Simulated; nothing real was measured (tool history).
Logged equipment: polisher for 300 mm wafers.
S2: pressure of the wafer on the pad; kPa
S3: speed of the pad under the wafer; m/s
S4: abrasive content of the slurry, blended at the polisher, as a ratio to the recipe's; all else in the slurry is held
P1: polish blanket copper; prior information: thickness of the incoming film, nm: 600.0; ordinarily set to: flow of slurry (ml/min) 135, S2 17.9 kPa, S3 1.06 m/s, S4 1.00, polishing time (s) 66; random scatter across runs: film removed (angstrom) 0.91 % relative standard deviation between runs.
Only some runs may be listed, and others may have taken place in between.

{"run": 1, "hour": 11.1, "flow of slurry (ml/min)": 135, "S2": 17.9, "S3": 1.06, "S4": 1.0, "polishing time (s)": 66, "film removed (angstrom)": 1599.7}
{"run": 2, "hour": 22.3, "flow of slurry (ml/min)": 135, "S2": 17.9, "S3": 1.06, "S4": 0.6, "polishing time (s)": 66, "film removed (angstrom)": 1446.9}
{"run": 3, "hour": 28.9, "flow of slurry (ml/min)": 135, "S2": 17.9, "S3": 1.06, "S4": 1.0, "polishing time (s)": 66, "film removed (angstrom)": 1593.5}
{"run": 4, "hour": 35.4, "flow of slurry (ml/min)": 135, "S2": 17.9, "S3": 0.78, "S4": 1.0, "polishing time (s)": 66, "film removed (angstrom)": 1185.1}
{"run": 5, "hour": 41.4, "flow of slurry (ml/min)": 135, "S2": 17.9, "S3": 1.06, "S4": 1.35, "polishing time (s)": 66, "film removed (angstrom)": 1704.0}
{"run": 6, "hour": 47.0, "flow of slurry (ml/min)": 135, "S2": 17.9, "S3": 1.06, "S4": 1.0, "polishing time (s)": 66, "film removed (angstrom)": 1631.7}
{"run": 7, "hour": 56.6, "flow of slurry (ml/min)": 135, "S2": 17.9, "S3": 1.06, "S4": 1.0, "polishing time (s)": 38, "film removed (angstrom)": 919.76}
{"run": 8, "hour": 63.4, "flow of slurry (ml/min)": 135, "S2": 17.9, "S3": 1.06, "S4": 1.0, "polishing time (s)": 99, "film removed (angstrom)": 2391.8}
{"run": 9, "hour": 72.2, "flow of slurry (ml/min)": 80, "S2": 17.9, "S3": 1.06, "S4": 1.0, "polishing time (s)": 66, "film removed (angstrom)": 1398.2}
{"hour": 73.2, "done": "slurry blender recalibrated"}
{"hour": 79.2, "done": "slurry nozzle cleaned"}
{"run": 10, "hour": 82.5, "flow of slurry (ml/min)": 135, "S2": 17.9, "S3": 1.06, "S4": 1.0, "polishing time (s)": 66, "film removed (angstrom)": 1609.8}
{"hour": 91.7, "done": "head pressure recalibrated"}
{"run": 11, "hour": 92.9, "flow of slurry (ml/min)": 210, "S2": 17.9, "S3": 1.06, "S4": 1.0, "polishing time (s)": 66, "film removed (angstrom)": 1730.5}
{"run": 12, "hour": 104.8, "flow of slurry (ml/min)": 135, "S2": 11.0, "S3": 1.06, "S4": 1.0, "polishing time (s)": 66, "film removed (angstrom)": 978.83}

What does the tool deliver on the next run?
{"run": 13, "hour": 115.9, "flow of slurry (ml/min)": 135, "S2": 17.9, "S3": 1.06, "S4": 1.0, "polishing time (s)": 66, "film removed (angstrom)": "?"}

film removed (angstrom): 1614.50
